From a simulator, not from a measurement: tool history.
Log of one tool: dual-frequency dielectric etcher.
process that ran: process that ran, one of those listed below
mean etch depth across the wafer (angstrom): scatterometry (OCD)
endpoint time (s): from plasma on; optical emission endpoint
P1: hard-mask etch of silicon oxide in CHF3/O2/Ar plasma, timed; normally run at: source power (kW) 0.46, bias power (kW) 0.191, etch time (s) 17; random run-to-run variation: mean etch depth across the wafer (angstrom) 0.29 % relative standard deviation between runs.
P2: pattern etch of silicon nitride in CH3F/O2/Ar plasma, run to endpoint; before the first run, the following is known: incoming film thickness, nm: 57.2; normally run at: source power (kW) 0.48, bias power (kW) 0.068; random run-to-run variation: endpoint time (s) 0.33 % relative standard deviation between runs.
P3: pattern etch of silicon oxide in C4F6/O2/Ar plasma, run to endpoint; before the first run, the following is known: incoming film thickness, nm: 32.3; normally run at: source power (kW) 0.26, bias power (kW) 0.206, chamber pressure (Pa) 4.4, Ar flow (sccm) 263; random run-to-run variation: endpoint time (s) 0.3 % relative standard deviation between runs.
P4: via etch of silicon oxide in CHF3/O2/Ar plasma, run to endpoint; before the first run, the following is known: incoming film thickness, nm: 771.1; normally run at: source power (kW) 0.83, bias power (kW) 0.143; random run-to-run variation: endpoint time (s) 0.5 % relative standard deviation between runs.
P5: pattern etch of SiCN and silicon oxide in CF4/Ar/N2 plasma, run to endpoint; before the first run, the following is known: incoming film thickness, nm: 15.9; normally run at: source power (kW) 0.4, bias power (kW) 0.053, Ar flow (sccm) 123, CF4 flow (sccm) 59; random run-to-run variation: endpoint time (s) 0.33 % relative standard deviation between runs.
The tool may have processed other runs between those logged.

run	hour	process that ran	source power (kW)	bias power (kW)	etch time (s)	chamber pressure (Pa)	Ar flow (sccm)	CF4 flow (sccm)	hours since the last wet clean	hours since the last source power generator calibration	hours since the last bias power generator calibration	mean etch depth across the wafer (angstrom)	endpoint time (s)
1	5.6	P1	0.46	0.191	17				308.4	1565.4	1627.8	302.75	
2	11.8	P1	0.46	0.191	24.5				314.6	1571.6	1634	434.24	
3	17.8	P2	0.58	0.068					320.6	1577.6	1640		73.518
4	24.1	P3	0.26	0.286		4.4	263		326.9	1583.9	1646.3		10.211
5	29.7	P5	0.4	0.053			123	59	332.5	1589.5	1651.9		24.706
6	34.4	P5	0.4	0.066			123	59	337.2	1594.2	1656.6		23.027
7	39.5	P1	0.59	0.191	17				342.3	1599.3	1661.7	331.31	
8	42.8	P4	0.83	0.143					345.6	1602.6	1665		370.29
9	48	P1	0.46	0.25	17				350.8	1607.8	1670.2	332.41	
10	53.5	P3	0.26	0.206		4.4	263		356.3	1613.3	1675.7		11.413
11	59.1	P1	0.46	0.191	17				361.9	1618.9	1681.3	302.49	
12	64.6	P3	0.26	0.206		5.2	263		367.4	1624.4	1686.8		11.62
13	69.6	P5	0.4	0.053			123	59	372.4	1629.4	1691.8		24.8
14	73.8	P5	0.54	0.053			123	59	376.6	1633.6	1696		19.044
15	77.8	P1	0.46	0.131	17				380.6	1637.6	1700	266.78	
16	84.3	P1	0.46	0.191	9.5				387.1	1644.1	1706.5	168.25	
17	89.2	P4	0.83	0.18					392	1649	1711.4		340.96
18	95.8	P2	0.48	0.086					398.6	1655.6	1718		72.848
19	101.5	P3	0.36	0.206		4.4	263		404.3	1661.3	1723.7		10.062
20	107.5	P5	0.4	0.053			76	59	410.3	1667.3	1729.7		22.754
21	111.4	P2	0.48	0.068					414.2	1671.2	1733.6		79.561
22	116.2	P1	0.46	0.191	17				419	1676	1738.4	301.92	
23	120	P1	0.35	0.132	17				422.8	1679.8	1742.2	240.08	
24	126.6	P1	0.3	0.191	17				429.4	1686.4	1748.8	256.75	
25	129.7	P5	0.4	0.053			123	39	432.5	1689.5	1751.9		26.694
26	133.5	P3	0.26	0.206		4.4	357		436.3	1693.3	1755.7		11.781
27	139.1	P4	1.04	0.143					441.9	1698.9	1761.3		334.89
28	145.3	P2	0.48	0.068					448.1	1705.1	1767.5		78.973
29	150.9	P1	0.46	0.191	17				453.7	1710.7	1773.1	301.93	
30	155.3	P1	0.46	0.191	17				458.1	1715.1	1777.5	301.43	
31	159.3	P1	0.46	0.191	17				462.1	1719.1	1781.5	302.16	
32	162.3	P1	0.46	0.191	17				465.1	1722.1	1784.5	302.44	
33	167.4	P1	0.46	0.191	17				470.2	1727.2	1789.6	303.71	
34	172.6	P1	0.46	0.191	17				475.4	1732.4	1794.8	303.42	
35	177.7	P1	0.46	0.191	17				480.5	1737.5	1799.9	305.74	
36	180.9	P1	0.46	0.191	17				483.7	1740.7	1803.1	307.07	
# hour 182.6: wet clean of the chamber
37	185.7	P1	0.46	0.191	17				3.2	1745.5	1807.9	305.96	
38	191.4	P1	0.46	0.191	17				8.9	1751.2	1813.6	305.76	
39	196.1	P1	0.46	0.191	17				13.6	1755.9	1818.3	306.5	
40	200.4	P1	0.46	0.191	17				17.9	1760.2	1822.6	305.89	
41	205.1	P1	0.46	0.191	17				22.6	1764.9	1827.3	307.79	
42	208.7	P1	0.46	0.191	17				26.2	1768.5	1830.9	307.57	

The output of P1 has drifted from where it used to be. Each of the 2 causes below, taken at the size shown beside it, accounts for the log equally well:
A: source power that arrives over what is set, % = 4.18
B: bias power that arrives over what is set, % = 4.57
Onset of the creep was near hour 167.4.
What rules out each remaining cause:
chamber walls in a state that raises the etch rate, %: was serviced at hour 182.6, once the creep was under way, yet the earlier output never came back

The 4 check runs listed below each average the results of 2 wafers, and their outcomes are marked with question marks. Under which run would the listed causes produce clearly different results?
check 1	212.3	P4	0.83	0.143									?
check 2	212.3	P5	0.4	0.053			123	59					?
check 3	212.3	P2	0.48	0.068									?
check 4	212.3	P3	0.26	0.206		4.4	263						?

What every check run would give for each of its results, assuming each possible cause in turn:
check	result	if A	if B
check 1	endpoint time (s)	362.48	363.21
check 2	endpoint time (s)	23.893	24.398
check 3	endpoint time (s)	77.929	77.984
check 4	endpoint time (s)	11.248	11.255
How far apart the two closest causes lie, in the result that separates them most: check 1 0.2 %; check 2 2.09 %; check 3 0.07 %; check 4 0.07 %
Only in check 2 would the causes give clearly different results; in the remaining checks their results would be nearly the same.

The results of check 2 are: endpoint time (s) 24.349. Based on these, which of the listed causes is it?

The correct cause is B, namely: bias power that arrives over what is set, %.

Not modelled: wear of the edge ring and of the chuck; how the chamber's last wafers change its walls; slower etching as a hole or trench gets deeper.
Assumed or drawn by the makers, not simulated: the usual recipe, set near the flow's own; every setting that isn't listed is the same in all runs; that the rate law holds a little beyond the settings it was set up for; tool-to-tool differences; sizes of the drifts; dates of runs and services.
